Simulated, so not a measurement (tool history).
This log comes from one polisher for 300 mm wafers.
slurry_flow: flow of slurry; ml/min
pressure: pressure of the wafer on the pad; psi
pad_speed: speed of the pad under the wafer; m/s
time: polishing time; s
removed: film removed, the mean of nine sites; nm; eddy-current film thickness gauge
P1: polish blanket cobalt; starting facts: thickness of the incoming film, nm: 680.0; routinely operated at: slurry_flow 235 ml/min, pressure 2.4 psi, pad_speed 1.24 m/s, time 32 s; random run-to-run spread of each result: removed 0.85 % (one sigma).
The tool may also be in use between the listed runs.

run    day  slurry_flow  pressure  pad_speed  time  wafers polished on this pad  hours since the slurry nozzle was cleaned  hours since the head pressure was calibrated  removed
  1  0.371          235       2.4       1.24    32                          684                                      391.7                                           130   257.23
  2  0.721          235       2.4       1.24    32                          751                                      400.1                                         138.4   256.96
  3  1.183          140       2.4       1.24    32                          839                                      411.2                                         149.5   239.05
  4  1.612          140       2.4       1.74    32                          922                                      421.5                                         159.8   332.58
  5   1.95          350       2.4       1.24    32                          986                                      429.6                                         167.9   263.38
  6  2.238          235       3.7       1.24    32                         1042                                      436.5                                         174.8    396.4
  7  2.562          235       2.4       1.24    32                         1104                                      444.3                                         182.6   255.27
  8  2.912          235       2.4       0.56    32                         1171                                      452.7                                           191   116.85
  9  3.471          235       2.4       1.24    32                         1278                                      466.1                                         204.4   256.09
 10  3.771          235       2.4        1.7    32                         1336                                      473.3                                         211.6   349.82
 11  4.117          235       3.1       1.24    18                         1402                                      481.6                                         219.9    188.8
 12  4.471          235       2.4       1.24    23                         1470                                      490.1                                         228.4   185.55
 13  4.792          325       3.2       1.24    32                         1531                                      497.8                                         236.1   354.95
 14    5.1          235       1.5       1.24    32                         1590                                      505.2                                         243.5   157.45
 15  5.354          235       2.4       1.24    50                         1639                                      511.3                                         249.6   405.97
 16  5.775          235       2.4       1.24    32                         1720                                      521.4                                         259.7    259.1
 17  6.058          235       2.4       1.24    32                         1774                                      528.2                                         266.5   253.34
 18  6.383          235       2.4       1.24    32                         1836                                        536                                         274.3   251.31
 19  6.938          235       2.4       1.24    32                         1943                                      549.3                                         287.6   247.13
 20  7.229          235       2.4       1.24    32                         1999                                      556.3                                         294.6   248.01

Run 21 has not been measured yet. What should we expect?
 21  7.675          235       2.4       1.24    32                         2084                                        567                                         305.3        ?

removed: 245.2 nm
